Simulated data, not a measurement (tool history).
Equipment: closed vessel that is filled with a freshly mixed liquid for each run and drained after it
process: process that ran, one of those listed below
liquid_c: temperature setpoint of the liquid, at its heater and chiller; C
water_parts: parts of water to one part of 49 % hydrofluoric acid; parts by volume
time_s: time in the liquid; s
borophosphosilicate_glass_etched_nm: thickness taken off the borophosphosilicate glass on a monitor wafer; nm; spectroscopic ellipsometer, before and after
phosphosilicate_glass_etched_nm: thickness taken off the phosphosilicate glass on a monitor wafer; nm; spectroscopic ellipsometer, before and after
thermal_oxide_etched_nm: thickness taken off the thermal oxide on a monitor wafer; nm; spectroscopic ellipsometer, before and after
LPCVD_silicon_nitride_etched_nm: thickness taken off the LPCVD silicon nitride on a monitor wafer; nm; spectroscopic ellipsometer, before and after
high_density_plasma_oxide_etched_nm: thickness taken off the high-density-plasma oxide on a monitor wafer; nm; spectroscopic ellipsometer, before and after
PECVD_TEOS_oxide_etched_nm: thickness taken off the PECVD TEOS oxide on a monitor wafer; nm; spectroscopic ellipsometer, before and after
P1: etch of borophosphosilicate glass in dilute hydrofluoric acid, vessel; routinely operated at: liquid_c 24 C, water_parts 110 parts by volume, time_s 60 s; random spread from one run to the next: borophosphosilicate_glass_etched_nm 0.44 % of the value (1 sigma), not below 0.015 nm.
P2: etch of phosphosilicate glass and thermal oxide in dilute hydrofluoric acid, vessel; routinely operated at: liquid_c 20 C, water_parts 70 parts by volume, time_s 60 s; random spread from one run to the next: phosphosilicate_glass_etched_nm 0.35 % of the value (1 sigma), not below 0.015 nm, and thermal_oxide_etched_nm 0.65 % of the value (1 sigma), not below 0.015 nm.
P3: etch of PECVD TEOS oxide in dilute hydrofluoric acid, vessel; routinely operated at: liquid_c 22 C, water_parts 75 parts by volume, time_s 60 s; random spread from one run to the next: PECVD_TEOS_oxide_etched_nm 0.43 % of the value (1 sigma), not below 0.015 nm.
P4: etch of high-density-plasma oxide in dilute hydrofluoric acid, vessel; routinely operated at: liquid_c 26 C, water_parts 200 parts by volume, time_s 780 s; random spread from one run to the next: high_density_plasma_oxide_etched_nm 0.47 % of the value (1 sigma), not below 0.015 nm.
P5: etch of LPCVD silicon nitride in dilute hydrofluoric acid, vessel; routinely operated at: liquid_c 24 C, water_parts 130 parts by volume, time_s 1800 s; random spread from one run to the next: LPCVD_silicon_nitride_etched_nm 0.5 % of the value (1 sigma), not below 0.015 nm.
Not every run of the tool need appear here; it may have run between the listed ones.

| run | hour | process | liquid_c | water_parts | time_s | borophosphosilicate_glass_etched_nm | phosphosilicate_glass_etched_nm | thermal_oxide_etched_nm | LPCVD_silicon_nitride_etched_nm | high_density_plasma_oxide_etched_nm | PECVD_TEOS_oxide_etched_nm |
|---|---|---|---|---|---|---|---|---|---|---|---|
| 1 | 16 | P1 | 24 | 110 | 60 | 16.295 |  |  |  |  |  |
| 2 | 34.7 | P1 | 24 | 150 | 100 | 19.069 |  |  |  |  |  |
| 3 | 52.8 | P1 | 31 | 110 | 60 | 21.289 |  |  |  |  |  |
| 4 | 63.2 | P1 | 24 | 160 | 60 | 10.533 |  |  |  |  |  |
| 5 | 71.8 | P1 | 24 | 30 | 60 | 66.377 |  |  |  |  |  |
| 6 | 80 | P2 | 20 | 70 | 60 |  | 128.18 | 3.5646 |  |  |  |
| 7 | 94.5 | P5 | 24 | 50 | 1800 |  |  |  | 16.193 |  |  |
| 8 | 103.8 | P4 | 26 | 90 | 780 |  |  |  |  | 47.027 |  |
| 9 | 112.1 | P5 | 24 | 130 | 3065 |  |  |  | 10.775 |  |  |
| 10 | 128.8 | P2 | 20 | 70 | 30 |  | 64.261 | 1.7658 |  |  |  |
| 11 | 139 | P1 | 24 | 110 | 60 | 16.265 |  |  |  |  |  |
| 12 | 155.9 | P4 | 26 | 200 | 1545 |  |  |  |  | 36.823 |  |
| 13 | 173.9 | P1 | 24 | 110 | 30 | 8.1927 |  |  |  |  |  |
| 14 | 190.9 | P3 | 22 | 75 | 100 |  |  |  |  |  | 16.176 |
| 15 | 208.5 | P1 | 24 | 110 | 60 | 16.342 |  |  |  |  |  |
| 16 | 221.1 | P1 | 24 | 110 | 115 | 31.422 |  |  |  |  |  |
| 17 | 238 | P4 | 26 | 200 | 780 |  |  |  |  | 18.539 |  |
| 18 | 253.7 | P1 | 20 | 110 | 60 | 13.933 |  |  |  |  |  |
| 19 | 266.2 | P5 | 32 | 130 | 1800 |  |  |  | 10.552 |  |  |
| 20 | 278.6 | P1 | 24 | 110 | 60 | 16.324 |  |  |  |  |  |
| 21 | 293.7 | P1 | 24 | 110 | 60 | 16.317 |  |  |  |  |  |
| 22 | 310.8 | P4 | 34 | 200 | 780 |  |  |  |  | 24.438 |  |
| 23 | 321.5 | P1 | 24 | 110 | 60 | 16.36 |  |  |  |  |  |
| 24 | 334.1 | P2 | 20 | 125 | 60 |  | 67.262 | 1.8602 |  |  |  |
| 25 | 347.9 | P1 | 24 | 60 | 105 | 56.211 |  |  |  |  |  |
| 26 | 362.8 | P3 | 22 | 75 | 60 |  |  |  |  |  | 9.6815 |
| 27 | 375.8 | P3 | 22 | 40 | 60 |  |  |  |  |  | 19.001 |
| 28 | 384.4 | P3 | 17 | 75 | 60 |  |  |  |  |  | 7.84 |
| 29 | 401.1 | P2 | 20 | 70 | 60 |  | 127.24 | 3.4898 |  |  |  |
| 30 | 411.6 | P5 | 24 | 130 | 1800 |  |  |  | 6.3808 |  |  |
| 31 | 427.9 | P2 | 28 | 70 | 60 |  | 176.07 | 4.8641 |  |  |  |
| 32 | 437.6 | P1 | 24 | 110 | 60 | 16.383 |  |  |  |  |  |
| 33 | 447.9 | P1 | 24 | 110 | 60 | 16.087 |  |  |  |  |  |
| 34 | 456.5 | P1 | 24 | 110 | 60 | 15.717 |  |  |  |  |  |
| 35 | 470.3 | P1 | 24 | 110 | 60 | 15.632 |  |  |  |  |  |
| 36 | 482.3 | P1 | 24 | 110 | 60 | 15.411 |  |  |  |  |  |
| 37 | 495.3 | P1 | 24 | 110 | 60 | 15.443 |  |  |  |  |  |
| 38 | 507.3 | P1 | 24 | 110 | 60 | 15.252 |  |  |  |  |  |
| 39 | 522.7 | P1 | 24 | 110 | 60 | 15.218 |  |  |  |  |  |
| 40 | 540.4 | P1 | 24 | 110 | 60 | 15.041 |  |  |  |  |  |

Expected results for the next run?
| 41 | 558.8 | P1 | 24 | 110 | 60 | ? |  |  |  |  |  |

{"run 41": {"borophosphosilicate_glass_etched_nm": 15.175}}

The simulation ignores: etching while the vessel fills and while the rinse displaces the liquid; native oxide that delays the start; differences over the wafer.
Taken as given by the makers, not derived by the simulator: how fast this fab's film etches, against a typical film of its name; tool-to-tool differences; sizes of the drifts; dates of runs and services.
